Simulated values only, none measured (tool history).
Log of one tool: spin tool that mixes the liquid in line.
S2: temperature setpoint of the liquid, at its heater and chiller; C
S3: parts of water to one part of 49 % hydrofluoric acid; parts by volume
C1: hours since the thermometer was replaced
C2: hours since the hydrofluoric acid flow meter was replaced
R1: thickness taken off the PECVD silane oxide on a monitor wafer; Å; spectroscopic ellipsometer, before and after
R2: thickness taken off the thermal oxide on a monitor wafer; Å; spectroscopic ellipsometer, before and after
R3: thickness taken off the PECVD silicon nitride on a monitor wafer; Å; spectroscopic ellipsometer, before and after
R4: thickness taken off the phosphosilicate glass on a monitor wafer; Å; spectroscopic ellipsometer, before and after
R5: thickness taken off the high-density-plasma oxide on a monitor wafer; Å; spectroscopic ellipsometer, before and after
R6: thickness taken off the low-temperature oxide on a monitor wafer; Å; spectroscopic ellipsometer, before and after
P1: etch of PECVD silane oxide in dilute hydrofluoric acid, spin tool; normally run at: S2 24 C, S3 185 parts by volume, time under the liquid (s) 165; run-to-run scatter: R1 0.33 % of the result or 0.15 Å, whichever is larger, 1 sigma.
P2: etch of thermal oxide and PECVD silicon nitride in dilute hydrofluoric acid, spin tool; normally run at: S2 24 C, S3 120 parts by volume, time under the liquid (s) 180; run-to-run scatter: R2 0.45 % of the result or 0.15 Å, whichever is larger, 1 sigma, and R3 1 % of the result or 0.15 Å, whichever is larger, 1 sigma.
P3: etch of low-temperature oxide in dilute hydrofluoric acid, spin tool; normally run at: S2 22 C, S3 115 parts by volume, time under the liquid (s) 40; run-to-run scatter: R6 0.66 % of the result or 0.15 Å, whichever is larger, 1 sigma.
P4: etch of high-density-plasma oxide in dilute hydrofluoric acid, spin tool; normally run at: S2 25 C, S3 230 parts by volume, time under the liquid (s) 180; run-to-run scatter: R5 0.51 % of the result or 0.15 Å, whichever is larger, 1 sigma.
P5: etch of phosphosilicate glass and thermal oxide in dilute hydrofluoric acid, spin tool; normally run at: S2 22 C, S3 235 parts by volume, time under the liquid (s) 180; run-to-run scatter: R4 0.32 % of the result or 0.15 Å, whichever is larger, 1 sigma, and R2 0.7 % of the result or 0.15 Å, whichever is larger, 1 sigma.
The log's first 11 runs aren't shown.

run 12 hour=48.6 | process_that_ran=P3 S2=22 S3=35 time_under_the_liquid_(s)=40 | C1=740.7 C2=385.3 | R6=144.07
run 13 hour=53.5 | process_that_ran=P3 S2=26.5 S3=115 time_under_the_liquid_(s)=40 | C1=745.6 C2=390.2 | R6=47.135
run 14 hour=58 | process_that_ran=P5 S2=22 S3=235 time_under_the_liquid_(s)=180 | C1=750.1 C2=394.7 | R2=27.981 R4=377.15
run 15 hour=62.4 | process_that_ran=P1 S2=24 S3=185 time_under_the_liquid_(s)=165 | C1=754.5 C2=399.1 | R1=164.99
run 16 hour=65.8 | process_that_ran=P1 S2=24 S3=110 time_under_the_liquid_(s)=165 | C1=757.9 C2=402.5 | R1=302.81
run 17 hour=70.6 | process_that_ran=P1 S2=24 S3=185 time_under_the_liquid_(s)=165 | C1=762.7 C2=407.3 | R1=164.91
run 18 hour=75.4 | process_that_ran=P3 S2=22 S3=115 time_under_the_liquid_(s)=40 | C1=767.5 C2=412.1 | R6=39.492
run 19 hour=78.4 | process_that_ran=P2 S2=24 S3=120 time_under_the_liquid_(s)=180 | C1=770.5 C2=415.1 | R2=70.832 R3=24.601
run 20 hour=82.6 | process_that_ran=P2 S2=24 S3=120 time_under_the_liquid_(s)=180 | C1=774.7 C2=419.3 | R2=70.774 R3=24.39
run 21 hour=87.7 | process_that_ran=P5 S2=22 S3=130 time_under_the_liquid_(s)=180 | C1=779.8 C2=424.4 | R2=57.063 R4=762.04
run 22 hour=92.7 | process_that_ran=P4 S2=25 S3=90 time_under_the_liquid_(s)=180 | C1=784.8 C2=429.4 | R5=164.84
-- hour=96.1 hydrofluoric acid flow meter replaced
run 23 hour=96.8 | process_that_ran=P1 S2=24 S3=185 time_under_the_liquid_(s)=165 | C1=788.9 C2=0.7 | R1=165.51
run 24 hour=99.5 | process_that_ran=P1 S2=24 S3=185 time_under_the_liquid_(s)=35 | C1=791.6 C2=3.4 | R1=35.209
run 25 hour=102.3 | process_that_ran=P5 S2=26.5 S3=235 time_under_the_liquid_(s)=180 | C1=794.4 C2=6.2 | R2=32.9 R4=445.03

The next listed run, before its measurement:
run 26 hour=105.2 | process_that_ran=P1 S2=29.5 S3=315 time_under_the_liquid_(s)=165 | C1=797.3 C2=9.1 | R1=?

Run 26 gave R1 102.17 Å.

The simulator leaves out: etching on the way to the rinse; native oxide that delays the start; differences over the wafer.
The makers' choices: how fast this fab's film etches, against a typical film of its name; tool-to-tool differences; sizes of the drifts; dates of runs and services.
